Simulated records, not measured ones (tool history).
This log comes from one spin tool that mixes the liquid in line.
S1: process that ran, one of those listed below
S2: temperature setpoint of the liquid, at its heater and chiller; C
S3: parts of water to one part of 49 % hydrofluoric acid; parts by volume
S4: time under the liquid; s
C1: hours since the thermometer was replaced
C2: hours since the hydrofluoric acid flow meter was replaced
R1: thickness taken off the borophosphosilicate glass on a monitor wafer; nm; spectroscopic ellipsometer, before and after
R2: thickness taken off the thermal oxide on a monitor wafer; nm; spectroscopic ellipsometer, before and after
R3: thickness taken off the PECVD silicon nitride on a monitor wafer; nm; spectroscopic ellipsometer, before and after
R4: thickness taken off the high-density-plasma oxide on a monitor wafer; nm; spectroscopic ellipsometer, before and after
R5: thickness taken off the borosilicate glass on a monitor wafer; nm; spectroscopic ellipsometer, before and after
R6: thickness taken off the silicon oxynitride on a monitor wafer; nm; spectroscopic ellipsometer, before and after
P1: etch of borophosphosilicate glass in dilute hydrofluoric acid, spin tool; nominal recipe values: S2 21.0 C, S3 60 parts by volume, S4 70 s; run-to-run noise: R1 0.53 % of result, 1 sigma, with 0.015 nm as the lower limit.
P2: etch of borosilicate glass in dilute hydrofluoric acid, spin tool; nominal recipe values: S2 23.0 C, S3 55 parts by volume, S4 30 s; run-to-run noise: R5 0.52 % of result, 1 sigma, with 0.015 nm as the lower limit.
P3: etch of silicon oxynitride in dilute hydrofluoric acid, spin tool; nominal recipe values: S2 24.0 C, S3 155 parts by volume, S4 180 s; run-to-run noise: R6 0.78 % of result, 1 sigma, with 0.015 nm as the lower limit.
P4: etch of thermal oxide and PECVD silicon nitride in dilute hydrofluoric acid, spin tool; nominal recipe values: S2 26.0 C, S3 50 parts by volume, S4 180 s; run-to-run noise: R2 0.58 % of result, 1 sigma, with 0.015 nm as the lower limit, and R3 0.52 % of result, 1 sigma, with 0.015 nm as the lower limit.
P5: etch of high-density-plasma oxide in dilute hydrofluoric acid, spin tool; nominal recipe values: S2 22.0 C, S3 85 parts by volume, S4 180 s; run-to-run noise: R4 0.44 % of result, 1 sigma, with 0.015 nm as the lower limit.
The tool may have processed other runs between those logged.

run   hour  S1    S2   S3   S4      C1      C2       R1      R2       R3       R4      R5      R6
  1    9.3  P1  21.0   60   70   784.8   723.9   49.214
  2   21.5  P1  17.0   60   70   797.0   736.1   41.050
  3   29.4  P1  21.0   60   70   804.9   744.0   49.175
  4   39.6  P4  30.0   50  180   815.1   754.2           26.069   9.1079
  5   54.5  P5  22.0  120  180   830.0   769.1                             7.7969
  6   63.1  P2  23.0   55   30   838.6   777.7                                     18.799
  7   74.5  P1  21.0   35  130   850.0   789.1  161.250
  8   92.1  P2  23.0   55   50   867.6   806.7                                     31.061
  9  100.0  P2  23.0   55   30   875.5   814.6                                     18.711
 10  108.3  P3  31.5  155  180   883.8   822.9                                             4.2305
 11  119.1  P3  24.0  155  180   894.6   833.7                                             2.9930
 12  133.9  P1  21.0   60  105   909.4   848.5   74.451
 13  151.9  P1  21.0   35   70   927.4   866.5   87.124
 14  164.0  P1  21.0   60   70   939.5   878.6   49.047
 15  173.0  P1  21.0   60   70   948.5   887.6   49.058
 16  186.8  P5  22.0   85  180   962.3   901.4                            11.4290
 17  195.2  P5  29.5   85  180   970.7   909.8                            15.3460
 18  206.2  P4  26.0   50  290   981.7   920.8           36.187  11.1700
 19  216.4  P1  21.0   60   70   991.9   931.0   49.337
 20  229.2  P4  26.0   30  180  1004.7   943.8           38.314  11.2790
 21  237.9  P1  21.0   60   30  1013.4   952.5   21.175
 22  253.1  P3  24.0  155  285  1028.6   967.7                                             4.8085
 23  266.2  P1  21.0   60   70  1041.7   980.8   49.275
 24  276.1  P2  27.5   55   30  1051.6   990.7                                     22.296
 25  294.0  P1  26.5   60   70  1069.5  1008.6   61.338
 26  312.1  P1  21.0   85   70  1087.6  1026.7   33.553
 27  329.6  P3  24.0   75  180  1105.1  1044.2                                             6.6771
 28  346.7  P4  26.0   50  180  1122.2  1061.3           22.238   6.9100
     348.8  -- hydrofluoric acid flow meter replaced
 29  364.6  P2  23.0   20   30  1140.1    15.8                                     53.682
 30  373.0  P5  22.0   85  315  1148.5    24.2                            20.0330
 31  382.3  P4  26.0   50  180  1157.8    33.5           22.311   6.9289
 32  393.8  P1  21.0   60   70  1169.3    45.0   48.816
 33  407.6  P1  21.0   60   70  1183.1    58.8   50.438
 34  419.1  P1  21.0   60   70  1194.6    70.3   51.968
 35  432.7  P1  21.0   60   70  1208.2    83.9   52.813
 36  445.6  P1  21.0   60   70  1221.1    96.8   52.658
 37  458.5  P1  21.0   60   70  1234.0   109.7   53.686
 38  473.1  P1  21.0   60   70  1248.6   124.3   53.366
 39  481.6  P1  21.0   60   70  1257.1   132.8   53.601
 40  495.4  P1  21.0   60   70  1270.9   146.6   53.979
 41  504.3  P1  21.0   60   70  1279.8   155.5   54.413
 42  515.6  P1  21.0   60   70  1291.1   166.8   53.536

The log shows P1 creeping away from where it was. Any of the 2 causes listed here, at the size stated for it, fits the log just as well as the others:
A: liquid hotter than its thermometer reads (K) = 2.31
B: hydrofluoric acid flow above the setpoint (%) = 9.36
The gradual shift began around hour 393.8.

Which of the 4 check runs listed below separates the causes, so that each cause would produce a clearly different result? Each run uses one wafer, and its results are marked with question marks.
check 1  526.9  P2  23.0   55   30                           ?
check 2  526.9  P4  26.0   50  180               ?   ?
check 3  526.9  P3  24.0  155  180                               ?
check 4  526.9  P5  22.0   85  180                       ?

Predicted outcomes, by check and by cause:
  check  result     if A     if B
check 1      R5   20.465   20.486
check 2      R2   24.545   24.613
check 2      R3   8.0864   7.5823
check 3      R6   3.3506   3.3357
check 4      R4  12.5750  12.6390
Per-check spread between the two closest causes, in the result where they differ most: check 1 0.1 %; check 2 6.44 %; check 3 0.45 %; check 4 0.51 %
The other checks would show nearly matching results whichever cause is true, so check 2 is the only one that separates the causes.

Check 2 has now been run. It gave: R2 24.417 nm; R3 8.0726 nm. Which of the candidate causes is it?

A is the cause: liquid hotter than its thermometer reads (K).

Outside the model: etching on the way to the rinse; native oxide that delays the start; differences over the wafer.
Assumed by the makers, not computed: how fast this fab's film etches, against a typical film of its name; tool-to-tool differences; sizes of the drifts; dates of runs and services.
